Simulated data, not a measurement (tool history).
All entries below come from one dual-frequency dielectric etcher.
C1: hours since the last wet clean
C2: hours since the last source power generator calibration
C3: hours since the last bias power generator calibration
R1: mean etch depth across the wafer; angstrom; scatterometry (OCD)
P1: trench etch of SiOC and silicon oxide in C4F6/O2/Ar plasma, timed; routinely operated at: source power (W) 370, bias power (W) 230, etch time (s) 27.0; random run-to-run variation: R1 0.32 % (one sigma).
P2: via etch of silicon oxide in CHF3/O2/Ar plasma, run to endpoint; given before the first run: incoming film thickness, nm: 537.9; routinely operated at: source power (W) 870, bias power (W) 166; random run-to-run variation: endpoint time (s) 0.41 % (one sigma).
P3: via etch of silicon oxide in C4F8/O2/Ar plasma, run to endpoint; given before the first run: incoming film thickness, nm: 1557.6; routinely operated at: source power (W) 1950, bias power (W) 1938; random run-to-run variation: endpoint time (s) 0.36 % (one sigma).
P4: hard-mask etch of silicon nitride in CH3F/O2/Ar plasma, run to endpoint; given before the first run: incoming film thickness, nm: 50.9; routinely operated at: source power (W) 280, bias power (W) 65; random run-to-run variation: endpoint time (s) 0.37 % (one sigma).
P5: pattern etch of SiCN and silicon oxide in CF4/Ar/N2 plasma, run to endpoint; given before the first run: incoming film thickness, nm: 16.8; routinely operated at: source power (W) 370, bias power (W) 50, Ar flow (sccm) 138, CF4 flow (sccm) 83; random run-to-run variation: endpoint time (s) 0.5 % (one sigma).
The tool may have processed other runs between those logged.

{"run": 1, "hour": 3.3, "process that ran": "P1", "source power (W)": 370, "bias power (W)": 230, "etch time (s)": 27.0, "C1": 212.8, "C2": 978.0, "C3": 1737.2, "R1": 571.47}
{"run": 2, "hour": 7.5, "process that ran": "P1", "source power (W)": 460, "bias power (W)": 230, "etch time (s)": 27.0, "C1": 217.0, "C2": 982.2, "C3": 1741.4, "R1": 623.62}
{"run": 3, "hour": 10.4, "process that ran": "P5", "source power (W)": 370, "bias power (W)": 50, "Ar flow (sccm)": 138, "CF4 flow (sccm)": 107, "C1": 219.9, "C2": 985.1, "C3": 1744.3, "endpoint time (s)": 24.771}
{"run": 4, "hour": 13.3, "process that ran": "P4", "source power (W)": 280, "bias power (W)": 80, "C1": 222.8, "C2": 988.0, "C3": 1747.2, "endpoint time (s)": 77.882}
{"run": 5, "hour": 16.7, "process that ran": "P3", "source power (W)": 1950, "bias power (W)": 1398, "C1": 226.2, "C2": 991.4, "C3": 1750.6, "endpoint time (s)": 356.78}
{"run": 6, "hour": 20.6, "process that ran": "P5", "source power (W)": 490, "bias power (W)": 50, "Ar flow (sccm)": 138, "CF4 flow (sccm)": 83, "C1": 230.1, "C2": 995.3, "C3": 1754.5, "endpoint time (s)": 20.164}
{"run": 7, "hour": 24.4, "process that ran": "P1", "source power (W)": 370, "bias power (W)": 230, "etch time (s)": 27.0, "C1": 233.9, "C2": 999.1, "C3": 1758.3, "R1": 572.82}
{"run": 8, "hour": 29.8, "process that ran": "P2", "source power (W)": 870, "bias power (W)": 231, "C1": 239.3, "C2": 1004.5, "C3": 1763.7, "endpoint time (s)": 219.12}
{"run": 9, "hour": 34.0, "process that ran": "P5", "source power (W)": 370, "bias power (W)": 50, "Ar flow (sccm)": 138, "CF4 flow (sccm)": 83, "C1": 243.5, "C2": 1008.7, "C3": 1767.9, "endpoint time (s)": 25.868}
{"run": 10, "hour": 37.3, "process that ran": "P4", "source power (W)": 280, "bias power (W)": 65, "C1": 246.8, "C2": 1012.0, "C3": 1771.2, "endpoint time (s)": 84.178}
{"run": 11, "hour": 42.9, "process that ran": "P1", "source power (W)": 370, "bias power (W)": 142, "etch time (s)": 27.0, "C1": 252.4, "C2": 1017.6, "C3": 1776.8, "R1": 488.57}
{"run": 12, "hour": 46.8, "process that ran": "P4", "source power (W)": 340, "bias power (W)": 65, "C1": 256.3, "C2": 1021.5, "C3": 1780.7, "endpoint time (s)": 78.153}
{"run": 13, "hour": 49.8, "process that ran": "P2", "source power (W)": 1110, "bias power (W)": 166, "C1": 259.3, "C2": 1024.5, "C3": 1783.7, "endpoint time (s)": 223.63}
{"run": 14, "hour": 54.4, "process that ran": "P1", "source power (W)": 370, "bias power (W)": 230, "etch time (s)": 27.0, "C1": 263.9, "C2": 1029.1, "C3": 1788.3, "R1": 574.99}
{"run": 15, "hour": 58.4, "process that ran": "P1", "source power (W)": 370, "bias power (W)": 230, "etch time (s)": 27.0, "C1": 267.9, "C2": 1033.1, "C3": 1792.3, "R1": 571.17}
{"run": 16, "hour": 61.1, "process that ran": "P1", "source power (W)": 370, "bias power (W)": 230, "etch time (s)": 27.0, "C1": 270.6, "C2": 1035.8, "C3": 1795.0, "R1": 572.37}
{"run": 17, "hour": 64.8, "process that ran": "P5", "source power (W)": 370, "bias power (W)": 50, "Ar flow (sccm)": 182, "CF4 flow (sccm)": 83, "C1": 274.3, "C2": 1039.5, "C3": 1798.7, "endpoint time (s)": 27.2}
{"run": 18, "hour": 68.8, "process that ran": "P3", "source power (W)": 1950, "bias power (W)": 1938, "C1": 278.3, "C2": 1043.5, "C3": 1802.7, "endpoint time (s)": 326.59}
{"run": 19, "hour": 71.6, "process that ran": "P1", "source power (W)": 370, "bias power (W)": 230, "etch time (s)": 27.0, "C1": 281.1, "C2": 1046.3, "C3": 1805.5, "R1": 571.25}
{"run": 20, "hour": 77.3, "process that ran": "P1", "source power (W)": 370, "bias power (W)": 230, "etch time (s)": 34.0, "C1": 286.8, "C2": 1052.0, "C3": 1811.2, "R1": 720.18}
{"hour": 82.0, "done": "bias power generator calibrated"}
{"run": 21, "hour": 82.9, "process that ran": "P1", "source power (W)": 490, "bias power (W)": 230, "etch time (s)": 36.5, "C1": 292.4, "C2": 1057.6, "C3": 0.9, "R1": 861.24}
{"run": 22, "hour": 85.9, "process that ran": "P1", "source power (W)": 370, "bias power (W)": 230, "etch time (s)": 17.0, "C1": 295.4, "C2": 1060.6, "C3": 3.9, "R1": 359.12}
{"run": 23, "hour": 89.8, "process that ran": "P2", "source power (W)": 870, "bias power (W)": 166, "C1": 299.3, "C2": 1064.5, "C3": 7.8, "endpoint time (s)": 244.61}
{"run": 24, "hour": 93.6, "process that ran": "P1", "source power (W)": 370, "bias power (W)": 281, "etch time (s)": 27.0, "C1": 303.1, "C2": 1068.3, "C3": 11.6, "R1": 613.03}
{"run": 25, "hour": 97.8, "process that ran": "P3", "source power (W)": 2410, "bias power (W)": 1938, "C1": 307.3, "C2": 1072.5, "C3": 15.8, "endpoint time (s)": 298.75}
{"run": 26, "hour": 100.4, "process that ran": "P5", "source power (W)": 370, "bias power (W)": 40, "Ar flow (sccm)": 138, "CF4 flow (sccm)": 83, "C1": 309.9, "C2": 1075.1, "C3": 18.4, "endpoint time (s)": 27.661}
{"run": 27, "hour": 103.0, "process that ran": "P3", "source power (W)": 1950, "bias power (W)": 1938, "C1": 312.5, "C2": 1077.7, "C3": 21.0, "endpoint time (s)": 325.81}
{"run": 28, "hour": 108.0, "process that ran": "P1", "source power (W)": 280, "bias power (W)": 230, "etch time (s)": 27.0, "C1": 317.5, "C2": 1082.7, "C3": 26.0, "R1": 513.96}
{"run": 29, "hour": 111.8, "process that ran": "P1", "source power (W)": 370, "bias power (W)": 230, "etch time (s)": 27.0, "C1": 321.3, "C2": 1086.5, "C3": 29.8, "R1": 570.94}
{"run": 30, "hour": 117.0, "process that ran": "P1", "source power (W)": 370, "bias power (W)": 230, "etch time (s)": 27.0, "C1": 326.5, "C2": 1091.7, "C3": 35.0, "R1": 563.35}
{"run": 31, "hour": 121.8, "process that ran": "P1", "source power (W)": 370, "bias power (W)": 230, "etch time (s)": 27.0, "C1": 331.3, "C2": 1096.5, "C3": 39.8, "R1": 566.79}
{"run": 32, "hour": 126.6, "process that ran": "P1", "source power (W)": 370, "bias power (W)": 230, "etch time (s)": 27.0, "C1": 336.1, "C2": 1101.3, "C3": 44.6, "R1": 563.12}

Run 33, settings as shown, results not yet in. Your forecast:
{"run": 33, "hour": 130.6, "process that ran": "P1", "source power (W)": 370, "bias power (W)": 230, "etch time (s)": 27.0, "C1": 340.1, "C2": 1105.3, "C3": 48.6, "R1": "?"}

{"run 33": {"R1": 560.85}}

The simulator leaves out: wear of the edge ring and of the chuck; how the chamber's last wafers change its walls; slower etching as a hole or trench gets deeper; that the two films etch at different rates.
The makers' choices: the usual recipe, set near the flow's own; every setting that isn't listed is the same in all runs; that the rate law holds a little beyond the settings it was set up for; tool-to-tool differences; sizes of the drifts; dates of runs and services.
